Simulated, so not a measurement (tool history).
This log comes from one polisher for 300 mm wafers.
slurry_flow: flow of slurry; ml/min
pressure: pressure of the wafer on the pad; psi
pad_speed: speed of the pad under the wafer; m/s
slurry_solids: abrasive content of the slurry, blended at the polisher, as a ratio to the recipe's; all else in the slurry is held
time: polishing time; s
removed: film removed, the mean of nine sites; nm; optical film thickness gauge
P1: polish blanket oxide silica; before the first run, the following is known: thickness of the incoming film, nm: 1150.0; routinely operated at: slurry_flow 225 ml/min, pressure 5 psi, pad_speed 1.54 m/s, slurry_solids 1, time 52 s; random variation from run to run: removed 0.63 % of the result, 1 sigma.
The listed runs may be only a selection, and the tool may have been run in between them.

run	day	slurry_flow	pressure	pad_speed	slurry_solids	time	wafers polished on this pad	hours since the slurry nozzle was cleaned	hours since the head pressure was calibrated	hours since the slurry blender was calibrated	hours since the conditioning disc was replaced	removed
1	0.358	225	5	1.54	1	52	833	199.1	655.9	62.7	124.7	271.77
2	0.733	225	5	1.54	1	52	933	208.1	664.9	71.7	133.7	276.74
3	0.971	135	5	1.54	1	52	996	213.8	670.6	77.4	139.4	254.26
4	1.288	225	5	1.54	1.3	52	1081	221.4	678.2	85	147	309.78
5	1.542	360	5	1.54	1	52	1149	227.5	684.3	91.1	153.1	289.13
6	1.921	225	5	1.54	1	23	1250	236.6	693.4	100.2	162.2	120.87
7	2.308	225	5	1.54	1	52	1354	245.9	702.7	109.5	171.5	270.7
8	2.633	225	2.2	1.54	1	52	1441	253.7	710.5	117.3	179.3	121.71
9	2.912	135	5	1.54	1	38	1515	260.4	717.2	124	186	184.25
10	3.271	225	5	1.54	1	52	1611	269	725.8	132.6	194.6	274.17
11	3.688	225	5	1.54	0.5	52	1722	279	735.8	142.6	204.6	188.99
12	3.983	225	8	1.54	1	52	1801	286.1	742.9	149.7	211.7	442.57
13	4.254	225	5	2.44	1	52	1873	292.6	749.4	156.2	218.2	400.04
14	4.517	225	5	0.92	1	52	1944	298.9	755.7	162.5	224.5	183.43
15	4.908	225	5	1.54	1	52	2048	308.3	765.1	171.9	233.9	275.15
16	5.142	225	5	0.76	1.45	52	2111	313.9	770.7	177.5	239.5	181.05
17	5.483	225	5	1.54	1	82	2202	322.1	778.9	185.7	247.7	435.24
18	5.883	225	5	0.96	0.7	52	2309	331.7	788.5	195.3	257.3	157.67

For run 19, what comes out?
19	6.096	225	5	1.54	1	52	2365	336.8	793.6	200.4	262.4	?

Run 19 produced removed 277.9 nm.
